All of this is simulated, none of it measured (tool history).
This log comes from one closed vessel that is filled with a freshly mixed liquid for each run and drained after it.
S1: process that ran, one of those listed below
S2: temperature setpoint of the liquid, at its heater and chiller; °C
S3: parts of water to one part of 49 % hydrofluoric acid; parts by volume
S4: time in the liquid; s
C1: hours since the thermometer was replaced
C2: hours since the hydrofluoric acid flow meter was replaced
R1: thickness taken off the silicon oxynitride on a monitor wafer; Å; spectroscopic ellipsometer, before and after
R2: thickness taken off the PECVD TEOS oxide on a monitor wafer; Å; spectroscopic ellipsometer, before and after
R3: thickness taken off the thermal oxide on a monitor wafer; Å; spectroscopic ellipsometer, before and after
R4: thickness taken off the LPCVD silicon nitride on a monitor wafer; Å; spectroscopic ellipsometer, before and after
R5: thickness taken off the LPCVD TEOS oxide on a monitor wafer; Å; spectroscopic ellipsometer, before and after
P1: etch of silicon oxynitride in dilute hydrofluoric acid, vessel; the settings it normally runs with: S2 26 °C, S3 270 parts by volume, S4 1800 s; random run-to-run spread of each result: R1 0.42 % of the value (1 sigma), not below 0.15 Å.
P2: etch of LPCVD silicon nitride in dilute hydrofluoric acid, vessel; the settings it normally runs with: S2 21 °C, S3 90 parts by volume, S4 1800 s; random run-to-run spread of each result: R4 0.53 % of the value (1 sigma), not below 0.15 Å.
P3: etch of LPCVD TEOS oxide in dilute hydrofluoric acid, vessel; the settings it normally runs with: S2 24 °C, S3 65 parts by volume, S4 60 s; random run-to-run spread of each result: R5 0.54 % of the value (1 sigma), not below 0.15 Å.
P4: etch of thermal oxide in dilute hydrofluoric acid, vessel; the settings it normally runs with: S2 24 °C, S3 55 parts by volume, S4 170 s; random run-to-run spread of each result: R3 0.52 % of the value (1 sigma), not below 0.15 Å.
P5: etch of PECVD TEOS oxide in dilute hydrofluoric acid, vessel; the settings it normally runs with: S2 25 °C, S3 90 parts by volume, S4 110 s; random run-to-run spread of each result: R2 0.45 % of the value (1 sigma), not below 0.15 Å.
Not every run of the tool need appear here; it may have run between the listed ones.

run 1 day=0.262 | S1=P1 S2=26 S3=270 S4=1800 | C1=336.9 C2=551 | R1=92.344
run 2 day=0.512 | S1=P5 S2=20 S3=90 S4=110 | C1=342.9 C2=557 | R2=174.57
run 3 day=0.792 | S1=P4 S2=24 S3=55 S4=170 | C1=349.6 C2=563.7 | R3=160.37
run 4 day=1.271 | S1=P2 S2=21 S3=150 S4=1800 | C1=361.1 C2=575.2 | R4=47.277
run 5 day=1.546 | S1=P1 S2=26 S3=145 S4=1800 | C1=367.7 C2=581.8 | R1=188.88
run 6 day=1.879 | S1=P2 S2=21 S3=90 S4=1800 | C1=375.7 C2=589.8 | R4=77.351
run 7 day=2.325 | S1=P1 S2=26 S3=270 S4=1800 | C1=386.4 C2=600.5 | R1=91.437
run 8 day=2.617 | S1=P5 S2=25 S3=90 S4=110 | C1=393.4 C2=607.5 | R2=213.04
run 9 day=2.992 | S1=P1 S2=20.5 S3=270 S4=1800 | C1=402.4 C2=616.5 | R1=72.866
run 10 day=3.408 | S1=P5 S2=25 S3=90 S4=30 | C1=412.4 C2=626.5 | R2=57.988
run 11 day=3.779 | S1=P1 S2=26 S3=120 S4=925 | C1=421.3 C2=635.4 | R1=120.29
run 12 day=4.158 | S1=P3 S2=24 S3=65 S4=60 | C1=430.4 C2=644.5 | R5=477.87
run 13 day=4.612 | S1=P1 S2=26 S3=270 S4=1800 | C1=441.3 C2=655.4 | R1=91.444
run 14 day=4.996 | S1=P3 S2=24 S3=100 S4=60 | C1=450.5 C2=664.6 | R5=297.61
run 15 day=5.392 | S1=P5 S2=25 S3=90 S4=110 | C1=460 C2=674.1 | R2=215.25
run 16 day=5.767 | S1=P2 S2=28 S3=90 S4=1800 | C1=469 C2=683.1 | R4=122.14
run 17 day=6.104 | S1=P1 S2=26 S3=270 S4=1800 | C1=477.1 C2=691.2 | R1=91.429
run 18 day=6.579 | S1=P3 S2=24 S3=65 S4=30 | C1=488.5 C2=702.6 | R5=237.12
run 19 day=6.808 | S1=P4 S2=24 S3=55 S4=330 | C1=494 C2=708.1 | R3=313.78
run 20 day=7.233 | S1=P1 S2=26 S3=405 S4=1800 | C1=504.2 C2=718.3 | R1=55.136
run 21 day=7.488 | S1=P3 S2=24 S3=65 S4=60 | C1=510.3 C2=724.4 | R5=477.15
run 22 day=7.871 | S1=P1 S2=26 S3=270 S4=1800 | C1=519.5 C2=733.6 | R1=91.598
run 23 day=8.238 | S1=P1 S2=31 S3=270 S4=1800 | C1=528.3 C2=742.4 | R1=113.04
run 24 day=8.521 | S1=P4 S2=24 S3=55 S4=170 | C1=535.1 C2=749.2 | R3=160.68
run 25 day=8.938 | S1=P3 S2=17 S3=65 S4=60 | C1=545.1 C2=759.2 | R5=356.22
run 26 day=9.408 | S1=P4 S2=24 S3=95 S4=170 | C1=556.4 C2=770.5 | R3=88.534
run 27 day=9.808 | S1=P4 S2=18.5 S3=55 S4=170 | C1=566 C2=780.1 | R3=127.73
run 28 day=10.104 | S1=P1 S2=26 S3=270 S4=3535 | C1=573.1 C2=787.2 | R1=179.34
run 29 day=10.45 | S1=P5 S2=25 S3=155 S4=110 | C1=581.4 C2=795.5 | R2=114.72
run 30 day=10.708 | S1=P2 S2=21 S3=90 S4=1800 | C1=587.6 C2=801.7 | R4=77.379
run 31 day=11.1 | S1=P1 S2=26 S3=270 S4=1800 | C1=597 C2=811.1 | R1=92.058
run 32 day=11.467 | S1=P2 S2=21 S3=90 S4=3400 | C1=605.8 C2=819.9 | R4=146.92
run 33 day=11.883 | S1=P1 S2=26 S3=270 S4=425 | C1=615.8 C2=829.9 | R1=21.87
run 34 day=12.192 | S1=P1 S2=26 S3=270 S4=1800 | C1=623.2 C2=837.3 | R1=91.416
run 35 day=12.525 | S1=P1 S2=26 S3=270 S4=1800 | C1=631.2 C2=845.3 | R1=91.493
run 36 day=12.921 | S1=P1 S2=26 S3=270 S4=1800 | C1=640.7 C2=854.8 | R1=95.81
run 37 day=13.15 | S1=P1 S2=26 S3=270 S4=1800 | C1=646.2 C2=860.3 | R1=97.817
run 38 day=13.575 | S1=P1 S2=26 S3=270 S4=1800 | C1=656.4 C2=870.5 | R1=99.855
run 39 day=13.988 | S1=P1 S2=26 S3=270 S4=1800 | C1=666.3 C2=880.4 | R1=99.9
run 40 day=14.342 | S1=P1 S2=26 S3=270 S4=1800 | C1=674.8 C2=888.9 | R1=99.929
run 41 day=14.804 | S1=P1 S2=26 S3=270 S4=1800 | C1=685.9 C2=900 | R1=101.58

The output of P1 has drifted from where it used to be. Each of the 2 causes below, taken at the size shown beside it, accounts for the log equally well:
A: hydrofluoric acid flow above the setpoint (%) = 8.32
B: liquid hotter than its thermometer reads (K) = 2.31
The onset of the drift is placed at about day 12.525.

Listed below are the offered check runs, one wafer per run, with question marks in place of results. For which of them would the causes give clearly different outcomes?
run check 1 day=15.267 | S1=P3 S2=17 S3=65 S4=60 | R5=?
run check 2 day=15.267 | S1=P2 S2=21 S3=90 S4=2790 | R4=?
run check 3 day=15.267 | S1=P4 S2=19 S3=75 S4=170 | R3=?
run check 4 day=15.267 | S1=P5 S2=25 S3=150 S4=60 | R2=?

If the cause were each of the candidates in turn, the checks would give the following:
check=check_1 result=R5 if_A=389.13 if_B=394.31
check=check_2 result=R4 if_A=129.72 if_B=140.11
check=check_3 result=R3 if_A=102.03 if_B=103.04
check=check_4 result=R2 if_A=71.389 if_B=70.884
Per check, the gap between the least separated pair of causes, taken in the result that splits them most: check 1 1.32 %; check 2 7.7 %; check 3 0.99 %; check 4 0.71 %
Only check 2 tells the causes apart: in the others they would give nearly the same result.

Here is what check 2 returned: R4 128.36 Å. Which cause is it?

The correct cause is A, namely: hydrofluoric acid flow above the setpoint (%).
